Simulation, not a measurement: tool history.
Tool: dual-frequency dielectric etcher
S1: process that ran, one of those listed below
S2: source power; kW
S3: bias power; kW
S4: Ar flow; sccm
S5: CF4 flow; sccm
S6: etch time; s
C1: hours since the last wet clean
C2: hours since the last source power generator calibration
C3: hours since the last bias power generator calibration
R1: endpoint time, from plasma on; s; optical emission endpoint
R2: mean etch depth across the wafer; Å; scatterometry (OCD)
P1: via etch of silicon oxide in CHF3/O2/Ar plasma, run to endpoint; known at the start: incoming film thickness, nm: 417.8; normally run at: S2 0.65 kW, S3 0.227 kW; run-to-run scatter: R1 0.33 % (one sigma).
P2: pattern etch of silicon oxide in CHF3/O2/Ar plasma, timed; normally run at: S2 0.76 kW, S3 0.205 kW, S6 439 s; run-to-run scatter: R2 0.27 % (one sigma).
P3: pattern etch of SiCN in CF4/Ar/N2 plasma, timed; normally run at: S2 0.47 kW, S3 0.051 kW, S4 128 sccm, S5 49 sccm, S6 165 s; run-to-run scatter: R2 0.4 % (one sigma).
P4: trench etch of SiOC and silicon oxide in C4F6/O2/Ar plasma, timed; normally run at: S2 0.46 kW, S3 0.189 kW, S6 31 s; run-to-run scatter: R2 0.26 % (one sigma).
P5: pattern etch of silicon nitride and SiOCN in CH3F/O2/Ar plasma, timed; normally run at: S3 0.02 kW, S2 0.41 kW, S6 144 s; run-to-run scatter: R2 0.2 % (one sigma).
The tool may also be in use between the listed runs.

run   hour  S1    S2     S3   S4  S5    S6     C1      C2      C3      R1      R2
  1    8.6  P1  0.65  0.227                 371.1  1541.6  1563.5  194.46
  2   16.9  P3   0.6  0.051  128  49   165  379.4  1549.9  1571.8          1470.9
  3   28.5  P1  0.65  0.175                   391  1561.5  1583.4  212.38
  4   37.5  P5  0.41   0.02            212    400  1570.5  1592.4           272.5
  5   46.3  P4  0.46  0.189             31  408.8  1579.3  1601.2          651.03
  6   56.4  P4  0.46  0.136             31  418.9  1589.4  1611.3          589.65
  7   62.2  P1  0.65  0.227                 424.7  1595.2  1617.1  194.59
  8   74.1  P2  0.76  0.205            562  436.6  1607.1    1629           13089
  9   81.5  P2  0.76  0.205            439    444  1614.5  1636.4           10141
 10   89.2  P4  0.27  0.189             31  451.7  1622.2  1644.1           529.9
 11   96.6  P1  0.65  0.227                 459.1  1629.6  1651.5  194.84
 12  102.2  P5  0.41   0.02            144  464.7  1635.2  1657.1          185.11
       103  -- bias power generator calibrated
 13  111.9  P5  0.41  0.013            144  474.4  1644.9       9          155.19
 14  123.8  P3  0.47  0.051  128  49   204  486.3  1656.8    20.9          1466.9
 15  131.6  P3  0.47   0.03  128  49   165  494.1  1664.6    28.7          980.38
 16  140.8  P1  0.48  0.227                 503.3  1673.8    37.9   217.7
 17  149.5  P1  0.88  0.227                   512  1682.5    46.6  172.12
 18  161.3  P1  0.65  0.227                 523.8  1694.3    58.4  194.78
 19  168.3  P2  0.76  0.121            439  530.8  1701.3    65.4          8650.2
 20    179  P2  0.76  0.205            439  541.5    1712    76.1           10175
 21  185.8  P5  0.56   0.02            144  548.3  1718.8    82.9          205.94
 22  192.6  P4  0.46  0.189             31  555.1  1725.6    89.7          650.15
 23  204.5  P1  0.65  0.227                   567  1737.5   101.6  194.88
 24  213.6  P3  0.47  0.051  128  66   165  576.1  1746.6   110.7          1246.8
 25    223  P1  0.65  0.227                 585.5    1756   120.1  193.78
 26  229.8  P3  0.47  0.051  128  49   165  592.3  1762.8   126.9          1181.9
 27    238  P3  0.47  0.051   98  49   165  600.5    1771   135.1          1240.4
 28  247.8  P4  0.46  0.189           22.5  610.3  1780.8   144.9          472.22
 29  255.3  P1  0.65  0.308                 617.8  1788.3   152.4  173.96
 30    264  P1  0.83  0.315                 626.5    1797   161.1  157.56
 31  270.6  P2  0.55  0.205            439  633.1  1803.6   167.7          8993.6
 32  278.6  P1  0.65  0.227                 641.1  1811.6   175.7  194.68
 33  284.2  P1  0.65  0.227                 646.7  1817.2   181.3  195.07
 34  293.8  P1  0.65  0.227                 656.3  1826.8   190.9  196.49
 35  305.4  P1  0.65  0.227                 667.9  1838.4   202.5  196.08
 36  311.8  P1  0.65  0.227                 674.3  1844.8   208.9  195.92
 37  319.1  P1  0.65  0.227                 681.6  1852.1   216.2  198.51
     327.2  -- wet clean of the chamber
 38  327.6  P1  0.65  0.227                   0.5  1860.6   224.7  196.47
 39  336.2  P1  0.65  0.227                   9.1  1869.2   233.3  198.15
 40  347.9  P1  0.65  0.227                  20.8  1880.9     245  197.97

What P1 gives has crept away from where it was. These 2 causes fit the log equally well, each at the size given:
A: source power that arrives under what is set, % = 4.36
B: bias power that arrives under what is set, % = 4.73
The creep began at about hour 278.6.
Why every other cause is out:
chamber walls in a state that lowers the etch rate, %: serviced at hour 327.2, which brought nothing back

4 check runs are offered, each on 2 wafers whose results are averaged, their results left as question marks. Which one tells the causes apart?
check 1  359.6  P3  0.47  0.032  128  65    165                   ?
check 2  359.6  P2  0.62  0.174             439                   ?
check 3  359.6  P4  0.27  0.189              31                   ?
check 4  359.6  P5  0.41  0.014           203.5                   ?

What each check would give under each cause:
  check  result    if A    if B
check 1      R2  1032.3  1058.9
check 2      R2  8770.1  8779.1
check 3      R2  520.87  521.54
check 4      R2  221.78  221.15
How far apart the two closest causes lie, in the result that separates them most: check 1 2.55 %; check 2 0.1 %; check 3 0.13 %; check 4 0.29 %
Only check 1 tells the causes apart: in the others they would give nearly the same result.

Then check 1 was run and gave: R2 1035.5 Å. Which cause is it?

It is A: source power that arrives under what is set, %.
